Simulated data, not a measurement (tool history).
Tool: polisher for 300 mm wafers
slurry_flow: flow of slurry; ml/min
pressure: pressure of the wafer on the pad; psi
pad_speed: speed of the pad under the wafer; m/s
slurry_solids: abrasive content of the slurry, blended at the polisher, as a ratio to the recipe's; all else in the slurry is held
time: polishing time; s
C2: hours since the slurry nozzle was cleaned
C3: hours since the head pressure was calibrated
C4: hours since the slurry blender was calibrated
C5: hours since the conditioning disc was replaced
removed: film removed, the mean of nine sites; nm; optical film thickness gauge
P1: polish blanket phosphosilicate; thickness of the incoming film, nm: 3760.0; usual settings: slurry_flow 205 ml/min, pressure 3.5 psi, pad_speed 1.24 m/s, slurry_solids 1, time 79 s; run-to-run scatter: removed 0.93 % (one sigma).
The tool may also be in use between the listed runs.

{"run": 1, "hour": 6.2, "slurry_flow": 205, "pressure": 3.5, "pad_speed": 1.24, "slurry_solids": 1, "time": 79, "wafers polished on this pad": 641, "C2": 691.7, "C3": 744.3, "C4": 23, "C5": 152.5, "removed": 1072.6}
{"run": 2, "hour": 10.0, "slurry_flow": 310, "pressure": 3.5, "pad_speed": 1.86, "slurry_solids": 1, "time": 79, "wafers polished on this pad": 664, "C2": 695.5, "C3": 748.1, "C4": 26.8, "C5": 156.3, "removed": 1515.6}
{"run": 3, "hour": 18.6, "slurry_flow": 305, "pressure": 3.5, "pad_speed": 1.24, "slurry_solids": 1, "time": 54, "wafers polished on this pad": 717, "C2": 704.1, "C3": 756.7, "C4": 35.4, "C5": 164.9, "removed": 737.79}
{"run": 4, "hour": 24.5, "slurry_flow": 205, "pressure": 3.5, "pad_speed": 1.24, "slurry_solids": 1.25, "time": 79, "wafers polished on this pad": 753, "C2": 710, "C3": 762.6, "C4": 41.3, "C5": 170.8, "removed": 1136.7}
{"run": 5, "hour": 30.9, "slurry_flow": 205, "pressure": 3.5, "pad_speed": 1.24, "slurry_solids": 0.5, "time": 79, "wafers polished on this pad": 793, "C2": 716.4, "C3": 769, "C4": 47.7, "C5": 177.2, "removed": 730.57}
{"run": 6, "hour": 39.2, "slurry_flow": 205, "pressure": 1.6, "pad_speed": 1.24, "slurry_solids": 1, "time": 79, "wafers polished on this pad": 844, "C2": 724.7, "C3": 777.3, "C4": 56, "C5": 185.5, "removed": 482.81}
{"run": 7, "hour": 45.6, "slurry_flow": 205, "pressure": 3.5, "pad_speed": 1.78, "slurry_solids": 1, "time": 79, "wafers polished on this pad": 883, "C2": 731.1, "C3": 783.7, "C4": 62.4, "C5": 191.9, "removed": 1401.1}
{"run": 8, "hour": 52.1, "slurry_flow": 205, "pressure": 3.5, "pad_speed": 1.24, "slurry_solids": 1, "time": 79, "wafers polished on this pad": 923, "C2": 737.6, "C3": 790.2, "C4": 68.9, "C5": 198.4, "removed": 1028.4}
{"run": 9, "hour": 58.6, "slurry_flow": 205, "pressure": 3.5, "pad_speed": 1.24, "slurry_solids": 1, "time": 79, "wafers polished on this pad": 963, "C2": 744.1, "C3": 796.7, "C4": 75.4, "C5": 204.9, "removed": 1072.8}
{"run": 10, "hour": 66.8, "slurry_flow": 140, "pressure": 3.5, "pad_speed": 1.24, "slurry_solids": 1, "time": 79, "wafers polished on this pad": 1014, "C2": 752.3, "C3": 804.9, "C4": 83.6, "C5": 213.1, "removed": 987.85}
{"run": 11, "hour": 73.6, "slurry_flow": 205, "pressure": 3.5, "pad_speed": 1.24, "slurry_solids": 1, "time": 38, "wafers polished on this pad": 1056, "C2": 759.1, "C3": 811.7, "C4": 90.4, "C5": 219.9, "removed": 504.78}
{"run": 12, "hour": 78.6, "slurry_flow": 205, "pressure": 5.1, "pad_speed": 1.24, "slurry_solids": 1, "time": 79, "wafers polished on this pad": 1086, "C2": 764.1, "C3": 816.7, "C4": 95.4, "C5": 224.9, "removed": 1532.3}
{"run": 13, "hour": 84.2, "slurry_flow": 315, "pressure": 3.5, "pad_speed": 1.24, "slurry_solids": 1, "time": 79, "wafers polished on this pad": 1121, "C2": 769.7, "C3": 822.3, "C4": 101, "C5": 230.5, "removed": 1102.5}
{"run": 14, "hour": 89.6, "slurry_flow": 205, "pressure": 3.5, "pad_speed": 1.24, "slurry_solids": 1, "time": 79, "wafers polished on this pad": 1154, "C2": 775.1, "C3": 827.7, "C4": 106.4, "C5": 235.9, "removed": 1057.4}
{"run": 15, "hour": 93.9, "slurry_flow": 205, "pressure": 3.5, "pad_speed": 1.24, "slurry_solids": 1, "time": 79, "wafers polished on this pad": 1181, "C2": 779.4, "C3": 832, "C4": 110.7, "C5": 240.2, "removed": 1053.4}
{"run": 16, "hour": 100.3, "slurry_flow": 205, "pressure": 2.7, "pad_speed": 1.24, "slurry_solids": 1, "time": 101, "wafers polished on this pad": 1220, "C2": 785.8, "C3": 838.4, "C4": 117.1, "C5": 246.6, "removed": 1043.4}
{"run": 17, "hour": 104.6, "slurry_flow": 205, "pressure": 3.5, "pad_speed": 1.24, "slurry_solids": 1, "time": 121, "wafers polished on this pad": 1246, "C2": 790.1, "C3": 842.7, "C4": 121.4, "C5": 250.9, "removed": 1618.7}
{"run": 18, "hour": 111.0, "slurry_flow": 205, "pressure": 3.5, "pad_speed": 0.82, "slurry_solids": 1, "time": 79, "wafers polished on this pad": 1286, "C2": 796.5, "C3": 849.1, "C4": 127.8, "C5": 257.3, "removed": 758.64}
{"run": 19, "hour": 117.4, "slurry_flow": 205, "pressure": 3.5, "pad_speed": 1.24, "slurry_solids": 1, "time": 79, "wafers polished on this pad": 1325, "C2": 802.9, "C3": 855.5, "C4": 134.2, "C5": 263.7, "removed": 1067.7}
{"run": 20, "hour": 125.6, "slurry_flow": 205, "pressure": 3.5, "pad_speed": 1.24, "slurry_solids": 1, "time": 79, "wafers polished on this pad": 1376, "C2": 811.1, "C3": 863.7, "C4": 142.4, "C5": 271.9, "removed": 1014.9}
{"run": 21, "hour": 130.7, "slurry_flow": 205, "pressure": 3.5, "pad_speed": 1.24, "slurry_solids": 1, "time": 79, "wafers polished on this pad": 1407, "C2": 816.2, "C3": 868.8, "C4": 147.5, "C5": 277, "removed": 997.01}
{"run": 22, "hour": 137.2, "slurry_flow": 205, "pressure": 3.5, "pad_speed": 1.24, "slurry_solids": 1, "time": 79, "wafers polished on this pad": 1447, "C2": 822.7, "C3": 875.3, "C4": 154, "C5": 283.5, "removed": 983.04}
{"run": 23, "hour": 145.0, "slurry_flow": 205, "pressure": 3.5, "pad_speed": 1.24, "slurry_solids": 1, "time": 79, "wafers polished on this pad": 1495, "C2": 830.5, "C3": 883.1, "C4": 161.8, "C5": 291.3, "removed": 971.11}
{"run": 24, "hour": 149.6, "slurry_flow": 205, "pressure": 3.5, "pad_speed": 1.24, "slurry_solids": 1, "time": 79, "wafers polished on this pad": 1523, "C2": 835.1, "C3": 887.7, "C4": 166.4, "C5": 295.9, "removed": 947.22}
{"hour": 150.0, "done": "conditioning disc replaced and pad reconditioned"}
{"hour": 156.0, "done": "worn pad replaced by a new one"}
{"run": 25, "hour": 156.8, "slurry_flow": 205, "pressure": 3.5, "pad_speed": 1.24, "slurry_solids": 1, "time": 79, "wafers polished on this pad": 5, "C2": 842.3, "C3": 894.9, "C4": 173.6, "C5": 6.8, "removed": 937.23}
{"hour": 156.9, "done": "slurry nozzle cleaned"}
{"run": 26, "hour": 162.0, "slurry_flow": 205, "pressure": 3.5, "pad_speed": 1.24, "slurry_solids": 1, "time": 79, "wafers polished on this pad": 37, "C2": 5.2, "C3": 900.1, "C4": 178.8, "C5": 12, "removed": 938.4}
{"run": 27, "hour": 167.4, "slurry_flow": 205, "pressure": 3.5, "pad_speed": 1.24, "slurry_solids": 1, "time": 79, "wafers polished on this pad": 70, "C2": 10.6, "C3": 905.5, "C4": 184.2, "C5": 17.4, "removed": 953.66}
{"run": 28, "hour": 172.6, "slurry_flow": 205, "pressure": 3.5, "pad_speed": 1.24, "slurry_solids": 1, "time": 79, "wafers polished on this pad": 102, "C2": 15.8, "C3": 910.7, "C4": 189.4, "C5": 22.6, "removed": 946.71}
{"run": 29, "hour": 180.2, "slurry_flow": 205, "pressure": 3.5, "pad_speed": 1.24, "slurry_solids": 1, "time": 79, "wafers polished on this pad": 149, "C2": 23.4, "C3": 918.3, "C4": 197, "C5": 30.2, "removed": 946.17}
{"run": 30, "hour": 184.2, "slurry_flow": 205, "pressure": 3.5, "pad_speed": 1.24, "slurry_solids": 1, "time": 79, "wafers polished on this pad": 173, "C2": 27.4, "C3": 922.3, "C4": 201, "C5": 34.2, "removed": 948.42}

What P1 gives has crept away from where it was. These 2 causes fit the log equally well, each at the size given:
A: head's pressure below its setpoint, % = 10.5
B: abrasive missing from the slurry, % = 20.5
The creep began at about hour 117.4.
Why every other cause is out:
removal rate lost through wear of the pad, %: serviced at hour 156, which brought nothing back
slurry flow missing at the pad, %: serviced at hour 156.9, which brought nothing back
time polished since the conditioner stopped cutting, s: serviced at hour 150, which brought nothing back

4 check runs are offered, each on 5 wafers whose results are averaged, their results left as question marks. Which one tells the causes apart?
{"run": "check 1", "hour": 188.2, "slurry_flow": 205, "pressure": 3.5, "pad_speed": 1.24, "slurry_solids": 0.55, "time": 57, "removed": "?"}
{"run": "check 2", "hour": 188.2, "slurry_flow": 305, "pressure": 3.5, "pad_speed": 1.24, "slurry_solids": 1, "time": 79, "removed": "?"}
{"run": "check 3", "hour": 188.2, "slurry_flow": 205, "pressure": 3.5, "pad_speed": 1.64, "slurry_solids": 1, "time": 79, "removed": "?"}
{"run": "check 4", "hour": 188.2, "slurry_flow": 275, "pressure": 3.5, "pad_speed": 1.24, "slurry_solids": 1, "time": 99, "removed": "?"}

What each check would give under each cause:
check=check_1 result=removed if_A=494.91 if_B=478.62
check=check_2 result=removed if_A=981.67 if_B=981.76
check=check_3 result=removed if_A=1176.9 if_B=1177
check=check_4 result=removed if_A=1218.5 if_B=1218.6
How far apart the two closest causes lie, in the result that separates them most: check 1 3.35 %; check 2 0.01 %; check 3 0.01 %; check 4 0.01 %
Only check 1 tells the causes apart: in the others they would give nearly the same result.

Check 1 was then run and gave: removed 476.29 nm. Which cause is it?

It is B: abrasive missing from the slurry, %.
